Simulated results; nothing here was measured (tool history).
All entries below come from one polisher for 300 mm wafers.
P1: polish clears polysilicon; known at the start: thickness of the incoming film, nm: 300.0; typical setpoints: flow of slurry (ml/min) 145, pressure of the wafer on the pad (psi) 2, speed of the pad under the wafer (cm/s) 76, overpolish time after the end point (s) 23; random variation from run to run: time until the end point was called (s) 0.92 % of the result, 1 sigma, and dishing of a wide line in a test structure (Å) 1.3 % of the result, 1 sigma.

| run | day | flow of slurry (ml/min) | pressure of the wafer on the pad (psi) | speed of the pad under the wafer (cm/s) | overpolish time after the end point (s) | wafers polished on this pad | hours since the slurry nozzle was cleaned | hours since the head pressure was calibrated | time until the end point was called (s) | dishing of a wide line in a test structure (Å) |
|---|---|---|---|---|---|---|---|---|---|---|
| 1 | 0.383 | 145 | 2 | 76 | 23 | 342 | 352.9 | 317.5 | 40.213 | 698.9 |
| 2 | 0.6 | 145 | 1.4 | 76 | 23 | 376 | 358.1 | 322.7 | 57.707 | 602.74 |
| 3 | 1.008 | 145 | 2 | 76 | 38 | 440 | 367.9 | 332.5 | 39.979 | 770.95 |
| 4 | 1.283 | 145 | 2 | 76 | 23 | 484 | 374.5 | 339.1 | 39.357 | 674.75 |
|  | 1.692 | head pressure recalibrated |
| 5 | 1.692 | 145 | 2 | 76 | 23 | 548 | 384.3 | 0 | 39.954 | 695.12 |
| 6 | 2.079 | 215 | 2 | 76 | 23 | 609 | 393.6 | 9.3 | 37.221 | 685.33 |
| 7 | 2.3 | 145 | 1.2 | 76 | 7 | 643 | 398.9 | 14.6 | 67.032 | 256.86 |
| 8 | 2.525 | 145 | 2 | 48 | 23 | 679 | 404.3 | 20 | 63.655 | 584.12 |
| 9 | 2.95 | 85 | 2 | 76 | 23 | 746 | 414.5 | 30.2 | 44.597 | 674.57 |
| 10 | 3.183 | 145 | 2 | 76 | 7 | 782 | 420.1 | 35.8 | 39.597 | 365.93 |
| 11 | 3.546 | 145 | 2 | 118 | 23 | 839 | 428.8 | 44.5 | 25.931 | 777.69 |
| 12 | 3.838 | 145 | 3.1 | 76 | 23 | 885 | 435.8 | 51.5 | 25.969 | 748.54 |
| 13 | 4.038 | 145 | 2 | 76 | 23 | 917 | 440.6 | 56.3 | 40.802 | 687.92 |
| 14 | 4.404 | 145 | 2 | 76 | 23 | 974 | 449.4 | 65.1 | 39.938 | 695 |
| 15 | 4.825 | 145 | 2 | 76 | 23 | 1041 | 459.5 | 75.2 | 40.875 | 685.69 |
| 16 | 5.212 | 145 | 2 | 76 | 23 | 1102 | 468.8 | 84.5 | 42.297 | 680.25 |
| 17 | 5.421 | 145 | 2 | 76 | 23 | 1134 | 473.8 | 89.5 | 42.059 | 669.72 |
| 18 | 5.858 | 145 | 2 | 76 | 23 | 1203 | 484.3 | 100 | 42.498 | 671.89 |
| 19 | 6.25 | 145 | 2 | 76 | 23 | 1265 | 493.7 | 109.4 | 43.472 | 666.79 |
| 20 | 6.567 | 145 | 2 | 76 | 23 | 1315 | 501.3 | 117 | 42.66 | 659.01 |
|  | 6.625 | head pressure recalibrated |
| 21 | 7 | 145 | 2 | 76 | 23 | 1383 | 511.7 | 9 | 43.853 | 675.8 |

What will run 22 give?
| 22 | 7.35 | 145 | 2 | 76 | 23 | 1438 | 520.1 | 17.4 | ? | ? |

{"run 22": {"time until the end point was called (s)": 43.263, "dishing of a wide line in a test structure (Å)": 663.76}}
